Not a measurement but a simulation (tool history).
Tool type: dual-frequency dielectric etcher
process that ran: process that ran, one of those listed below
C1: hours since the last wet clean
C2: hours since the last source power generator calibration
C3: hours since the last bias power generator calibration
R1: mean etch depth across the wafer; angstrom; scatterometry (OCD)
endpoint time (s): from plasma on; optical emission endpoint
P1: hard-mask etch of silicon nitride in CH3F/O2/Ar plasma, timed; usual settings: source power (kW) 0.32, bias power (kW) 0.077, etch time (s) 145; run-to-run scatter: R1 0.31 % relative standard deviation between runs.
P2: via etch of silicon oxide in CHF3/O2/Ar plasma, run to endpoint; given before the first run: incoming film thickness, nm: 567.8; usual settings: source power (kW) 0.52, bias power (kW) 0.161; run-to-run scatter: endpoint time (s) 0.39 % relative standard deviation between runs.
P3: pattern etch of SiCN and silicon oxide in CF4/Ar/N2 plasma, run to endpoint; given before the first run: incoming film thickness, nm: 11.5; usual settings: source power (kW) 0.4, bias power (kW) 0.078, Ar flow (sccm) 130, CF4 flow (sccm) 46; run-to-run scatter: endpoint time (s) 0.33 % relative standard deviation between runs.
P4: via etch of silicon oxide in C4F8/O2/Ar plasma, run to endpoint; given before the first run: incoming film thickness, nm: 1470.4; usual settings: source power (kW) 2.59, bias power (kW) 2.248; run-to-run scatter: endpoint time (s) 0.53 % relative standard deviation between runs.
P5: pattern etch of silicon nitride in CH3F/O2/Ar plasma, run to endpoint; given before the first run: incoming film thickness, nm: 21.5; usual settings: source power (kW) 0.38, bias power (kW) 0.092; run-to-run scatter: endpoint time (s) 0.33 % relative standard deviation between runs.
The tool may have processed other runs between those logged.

{"run": 1, "hour": 9.5, "process that ran": "P1", "source power (kW)": 0.32, "bias power (kW)": 0.077, "etch time (s)": 145, "C1": 95.8, "C2": 2114.5, "C3": 887.3, "R1": 947.51}
{"run": 2, "hour": 20.5, "process that ran": "P1", "source power (kW)": 0.22, "bias power (kW)": 0.077, "etch time (s)": 209, "C1": 106.8, "C2": 2125.5, "C3": 898.3, "R1": 1184.4}
{"run": 3, "hour": 34.5, "process that ran": "P2", "source power (kW)": 0.52, "bias power (kW)": 0.161, "C1": 120.8, "C2": 2139.5, "C3": 912.3, "endpoint time (s)": 297.58}
{"run": 4, "hour": 48.9, "process that ran": "P1", "source power (kW)": 0.32, "bias power (kW)": 0.077, "etch time (s)": 145, "C1": 135.2, "C2": 2153.9, "C3": 926.7, "R1": 946.43}
{"run": 5, "hour": 67.2, "process that ran": "P1", "source power (kW)": 0.44, "bias power (kW)": 0.077, "etch time (s)": 145, "C1": 153.5, "C2": 2172.2, "C3": 945, "R1": 1071.9}
{"run": 6, "hour": 82.6, "process that ran": "P4", "source power (kW)": 3.61, "bias power (kW)": 2.248, "C1": 168.9, "C2": 2187.6, "C3": 960.4, "endpoint time (s)": 213.86}
{"run": 7, "hour": 92.2, "process that ran": "P5", "source power (kW)": 0.48, "bias power (kW)": 0.092, "C1": 178.5, "C2": 2197.2, "C3": 970, "endpoint time (s)": 26.353}
{"run": 8, "hour": 104.7, "process that ran": "P1", "source power (kW)": 0.19, "bias power (kW)": 0.077, "etch time (s)": 145, "C1": 191, "C2": 2209.7, "C3": 982.5, "R1": 776.73}
{"run": 9, "hour": 117.6, "process that ran": "P3", "source power (kW)": 0.55, "bias power (kW)": 0.078, "Ar flow (sccm)": 130, "CF4 flow (sccm)": 46, "C1": 203.9, "C2": 2222.6, "C3": 995.4, "endpoint time (s)": 11.882}
{"run": 10, "hour": 130.1, "process that ran": "P4", "source power (kW)": 2.59, "bias power (kW)": 2.248, "C1": 216.4, "C2": 2235.1, "C3": 1007.9, "endpoint time (s)": 247.02}
{"hour": 142.0, "done": "wet clean of the chamber"}
{"run": 11, "hour": 148.4, "process that ran": "P1", "source power (kW)": 0.32, "bias power (kW)": 0.077, "etch time (s)": 91.5, "C1": 6.4, "C2": 2253.4, "C3": 1026.2, "R1": 595.59}
{"run": 12, "hour": 164.0, "process that ran": "P1", "source power (kW)": 0.32, "bias power (kW)": 0.077, "etch time (s)": 181, "C1": 22, "C2": 2269, "C3": 1041.8, "R1": 1180.1}
{"run": 13, "hour": 182.8, "process that ran": "P2", "source power (kW)": 0.52, "bias power (kW)": 0.223, "C1": 40.8, "C2": 2287.8, "C3": 1060.6, "endpoint time (s)": 265.55}
{"run": 14, "hour": 198.9, "process that ran": "P4", "source power (kW)": 2.59, "bias power (kW)": 2.248, "C1": 56.9, "C2": 2303.9, "C3": 1076.7, "endpoint time (s)": 244.34}
{"run": 15, "hour": 216.1, "process that ran": "P1", "source power (kW)": 0.32, "bias power (kW)": 0.077, "etch time (s)": 145, "C1": 74.1, "C2": 2321.1, "C3": 1093.9, "R1": 946.54}
{"run": 16, "hour": 229.1, "process that ran": "P3", "source power (kW)": 0.4, "bias power (kW)": 0.062, "Ar flow (sccm)": 130, "CF4 flow (sccm)": 46, "C1": 87.1, "C2": 2334.1, "C3": 1106.9, "endpoint time (s)": 17.006}
{"run": 17, "hour": 247.6, "process that ran": "P5", "source power (kW)": 0.38, "bias power (kW)": 0.075, "C1": 105.6, "C2": 2352.6, "C3": 1125.4, "endpoint time (s)": 31.074}
{"run": 18, "hour": 263.0, "process that ran": "P3", "source power (kW)": 0.4, "bias power (kW)": 0.078, "Ar flow (sccm)": 92, "CF4 flow (sccm)": 46, "C1": 121, "C2": 2368, "C3": 1140.8, "endpoint time (s)": 14.789}
{"run": 19, "hour": 272.8, "process that ran": "P3", "source power (kW)": 0.4, "bias power (kW)": 0.078, "Ar flow (sccm)": 130, "CF4 flow (sccm)": 46, "C1": 130.8, "C2": 2377.8, "C3": 1150.6, "endpoint time (s)": 15.586}
{"run": 20, "hour": 283.4, "process that ran": "P1", "source power (kW)": 0.32, "bias power (kW)": 0.052, "etch time (s)": 145, "C1": 141.4, "C2": 2388.4, "C3": 1161.2, "R1": 826.69}
{"run": 21, "hour": 296.5, "process that ran": "P2", "source power (kW)": 0.69, "bias power (kW)": 0.161, "C1": 154.5, "C2": 2401.5, "C3": 1174.3, "endpoint time (s)": 269.08}

What will run 22 give?
{"run": 22, "hour": 314.5, "process that ran": "P1", "source power (kW)": 0.32, "bias power (kW)": 0.107, "etch time (s)": 145, "C1": 172.5, "C2": 2419.5, "C3": 1192.3, "R1": "?"}

Run 22 gave R1 1072.7 angstrom.

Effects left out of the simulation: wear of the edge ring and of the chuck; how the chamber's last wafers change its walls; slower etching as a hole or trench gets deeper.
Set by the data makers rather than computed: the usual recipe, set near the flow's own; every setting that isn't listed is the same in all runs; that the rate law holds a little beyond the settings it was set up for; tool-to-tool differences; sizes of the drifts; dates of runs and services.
